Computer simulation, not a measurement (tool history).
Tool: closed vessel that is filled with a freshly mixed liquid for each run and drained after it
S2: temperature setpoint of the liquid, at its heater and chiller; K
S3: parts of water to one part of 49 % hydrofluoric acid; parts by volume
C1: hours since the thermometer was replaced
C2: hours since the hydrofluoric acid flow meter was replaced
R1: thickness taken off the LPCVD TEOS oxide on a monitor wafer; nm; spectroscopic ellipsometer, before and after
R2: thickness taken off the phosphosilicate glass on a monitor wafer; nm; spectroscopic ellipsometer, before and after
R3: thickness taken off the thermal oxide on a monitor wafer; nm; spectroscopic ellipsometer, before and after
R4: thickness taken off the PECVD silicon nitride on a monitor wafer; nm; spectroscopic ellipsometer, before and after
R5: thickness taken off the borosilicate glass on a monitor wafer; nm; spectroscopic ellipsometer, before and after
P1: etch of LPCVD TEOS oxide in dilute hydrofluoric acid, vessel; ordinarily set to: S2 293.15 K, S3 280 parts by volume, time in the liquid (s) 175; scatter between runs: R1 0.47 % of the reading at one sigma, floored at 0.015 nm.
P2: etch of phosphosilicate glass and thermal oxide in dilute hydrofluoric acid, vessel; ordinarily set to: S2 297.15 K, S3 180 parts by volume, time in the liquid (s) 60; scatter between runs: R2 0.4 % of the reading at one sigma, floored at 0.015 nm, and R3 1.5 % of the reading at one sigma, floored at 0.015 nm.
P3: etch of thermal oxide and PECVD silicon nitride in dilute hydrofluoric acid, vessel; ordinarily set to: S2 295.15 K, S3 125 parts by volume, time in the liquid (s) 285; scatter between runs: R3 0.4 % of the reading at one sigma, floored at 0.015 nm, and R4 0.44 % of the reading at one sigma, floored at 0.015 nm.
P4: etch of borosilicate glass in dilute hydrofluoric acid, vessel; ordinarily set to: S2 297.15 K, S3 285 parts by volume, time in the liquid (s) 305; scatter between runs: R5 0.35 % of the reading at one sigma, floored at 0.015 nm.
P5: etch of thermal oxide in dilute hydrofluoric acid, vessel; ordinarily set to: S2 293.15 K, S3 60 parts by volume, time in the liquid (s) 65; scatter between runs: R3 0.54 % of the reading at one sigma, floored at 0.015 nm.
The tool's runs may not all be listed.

run 1 day=0.188 | process_that_ran=P1 S2=293.15 S3=280 time_in_the_liquid_(s)=175 | C1=673.2 C2=457.9 | R1=7.3988
run 2 day=0.462 | process_that_ran=P2 S2=297.15 S3=180 time_in_the_liquid_(s)=60 | C1=679.8 C2=464.5 | R2=47.575 R3=1.4428
run 3 day=0.671 | process_that_ran=P3 S2=290.15 S3=125 time_in_the_liquid_(s)=285 | C1=684.8 C2=469.5 | R3=7.6607 R4=7.5622
run 4 day=0.938 | process_that_ran=P1 S2=296.65 S3=135 time_in_the_liquid_(s)=175 | C1=691.2 C2=475.9 | R1=20.328
run 5 day=1.121 | process_that_ran=P1 S2=293.15 S3=280 time_in_the_liquid_(s)=40 | C1=695.6 C2=480.3 | R1=1.6999
run 6 day=1.283 | process_that_ran=P5 S2=297.65 S3=60 time_in_the_liquid_(s)=65 | C1=699.5 C2=484.2 | R3=5.4346
run 7 day=1.454 | process_that_ran=P5 S2=293.15 S3=60 time_in_the_liquid_(s)=65 | C1=703.6 C2=488.3 | R3=4.4655
run 8 day=1.708 | process_that_ran=P1 S2=293.15 S3=280 time_in_the_liquid_(s)=175 | C1=709.7 C2=494.4 | R1=7.4146
run 9 day=1.958 | process_that_ran=P1 S2=293.15 S3=280 time_in_the_liquid_(s)=340 | C1=715.7 C2=500.4 | R1=14.501
run 10 day=2.154 | process_that_ran=P1 S2=290.15 S3=280 time_in_the_liquid_(s)=175 | C1=720.4 C2=505.1 | R1=6.6706
run 11 day=2.375 | process_that_ran=P5 S2=293.15 S3=60 time_in_the_liquid_(s)=115 | C1=725.7 C2=510.4 | R3=7.8617
run 12 day=2.629 | process_that_ran=P2 S2=297.15 S3=180 time_in_the_liquid_(s)=30 | C1=731.8 C2=516.5 | R2=23.832 R3=0.7252
run 13 day=2.804 | process_that_ran=P5 S2=293.15 S3=100 time_in_the_liquid_(s)=65 | C1=736 C2=520.7 | R3=2.5543
run 14 day=3.079 | process_that_ran=P4 S2=290.15 S3=285 time_in_the_liquid_(s)=305 | C1=742.6 C2=527.3 | R5=18.695
run 15 day=3.3 | process_that_ran=P2 S2=297.15 S3=30 time_in_the_liquid_(s)=60 | C1=747.9 C2=532.6 | R2=341.84 R3=10.156
run 16 day=3.571 | process_that_ran=P3 S2=295.15 S3=125 time_in_the_liquid_(s)=285 | C1=754.4 C2=539.1 | R3=9.3799 R4=10.644
run 17 day=3.704 | process_that_ran=P1 S2=298.65 S3=280 time_in_the_liquid_(s)=175 | C1=757.6 C2=542.3 | R1=8.9801
run 18 day=3.954 | process_that_ran=P1 S2=293.15 S3=280 time_in_the_liquid_(s)=175 | C1=763.6 C2=548.3 | R1=7.4008

Expected results for the next run?
-- day=4.062 hydrofluoric acid flow meter replaced
run 19 day=4.233 | process_that_ran=P3 S2=295.15 S3=125 time_in_the_liquid_(s)=30 | C1=770.3 C2=4.2 | R3=? R4=?

For run 19 the tool returned R3 1.0059 nm, R4 1.1245 nm.
